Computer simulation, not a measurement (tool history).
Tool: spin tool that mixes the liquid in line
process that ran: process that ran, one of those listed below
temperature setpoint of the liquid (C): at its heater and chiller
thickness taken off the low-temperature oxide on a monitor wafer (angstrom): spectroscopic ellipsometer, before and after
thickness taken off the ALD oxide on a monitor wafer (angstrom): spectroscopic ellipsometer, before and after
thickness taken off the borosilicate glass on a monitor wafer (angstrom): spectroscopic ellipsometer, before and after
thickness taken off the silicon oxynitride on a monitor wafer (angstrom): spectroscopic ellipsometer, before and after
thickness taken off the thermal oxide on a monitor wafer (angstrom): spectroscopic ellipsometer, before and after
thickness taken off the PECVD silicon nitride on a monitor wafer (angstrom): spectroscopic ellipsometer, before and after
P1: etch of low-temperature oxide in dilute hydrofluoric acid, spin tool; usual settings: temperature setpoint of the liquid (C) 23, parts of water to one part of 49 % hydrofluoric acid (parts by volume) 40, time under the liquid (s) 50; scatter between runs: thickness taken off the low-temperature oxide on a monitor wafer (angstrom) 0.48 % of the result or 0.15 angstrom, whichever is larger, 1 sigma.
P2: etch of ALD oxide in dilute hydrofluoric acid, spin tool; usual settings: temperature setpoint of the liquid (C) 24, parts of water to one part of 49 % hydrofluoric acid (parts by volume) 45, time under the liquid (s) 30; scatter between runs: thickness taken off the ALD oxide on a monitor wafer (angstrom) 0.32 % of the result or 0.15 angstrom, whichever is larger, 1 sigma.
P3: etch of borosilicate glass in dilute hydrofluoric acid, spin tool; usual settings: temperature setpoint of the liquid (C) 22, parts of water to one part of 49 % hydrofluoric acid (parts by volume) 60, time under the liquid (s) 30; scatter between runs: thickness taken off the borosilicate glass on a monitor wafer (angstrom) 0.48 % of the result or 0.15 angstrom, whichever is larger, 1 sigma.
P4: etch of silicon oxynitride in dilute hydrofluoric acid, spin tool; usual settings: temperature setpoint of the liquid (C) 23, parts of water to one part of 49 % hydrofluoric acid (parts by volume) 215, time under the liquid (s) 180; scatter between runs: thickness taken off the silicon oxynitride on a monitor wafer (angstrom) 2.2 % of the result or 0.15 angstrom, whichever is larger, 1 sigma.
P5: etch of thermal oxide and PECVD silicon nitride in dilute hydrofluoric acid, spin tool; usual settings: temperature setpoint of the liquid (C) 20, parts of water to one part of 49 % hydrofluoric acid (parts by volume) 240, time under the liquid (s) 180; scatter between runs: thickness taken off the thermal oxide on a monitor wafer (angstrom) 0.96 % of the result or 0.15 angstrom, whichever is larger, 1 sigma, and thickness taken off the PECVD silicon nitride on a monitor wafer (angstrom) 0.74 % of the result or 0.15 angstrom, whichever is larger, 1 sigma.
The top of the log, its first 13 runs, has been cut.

run,hour,process that ran,temperature setpoint of the liquid (C),parts of water to one part of 49 % hydrofluoric acid (parts by volume),time under the liquid (s),hours since the thermometer was replaced,hours since the hydrofluoric acid flow meter was replaced,thickness taken off the low-temperature oxide on a monitor wafer (angstrom),thickness taken off the ALD oxide on a monitor wafer (angstrom),thickness taken off the borosilicate glass on a monitor wafer (angstrom),thickness taken off the silicon oxynitride on a monitor wafer (angstrom),thickness taken off the thermal oxide on a monitor wafer (angstrom),thickness taken off the PECVD silicon nitride on a monitor wafer (angstrom)
14,106.2,P5,20,240,180,269.5,976.9,,,,,26.447,33.102
15,112.9,P4,23,395,180,276.2,983.6,,,,4.6436,,
16,121.3,P1,23,25,50,284.6,992,447.62,,,,,
17,127.1,P5,26.5,240,180,290.4,997.8,,,,,33.289,50.036
18,133,P2,24,20,30,296.3,1003.7,,296.95,,,,
19,141,P1,17,40,90,304.3,1011.7,383.63,,,,,
20,150.1,P1,23,60,50,313.4,1020.8,179.44,,,,,
21,160.2,P1,29.5,40,50,323.5,1030.9,359.84,,,,,
22,167.7,P1,23,40,50,331,1038.4,276.01,,,,,

For run 23, what comes out?
23,173,P3,22,60,30,336.3,1043.7,,,?,,,

thickness taken off the borosilicate glass on a monitor wafer (angstrom): 208.22

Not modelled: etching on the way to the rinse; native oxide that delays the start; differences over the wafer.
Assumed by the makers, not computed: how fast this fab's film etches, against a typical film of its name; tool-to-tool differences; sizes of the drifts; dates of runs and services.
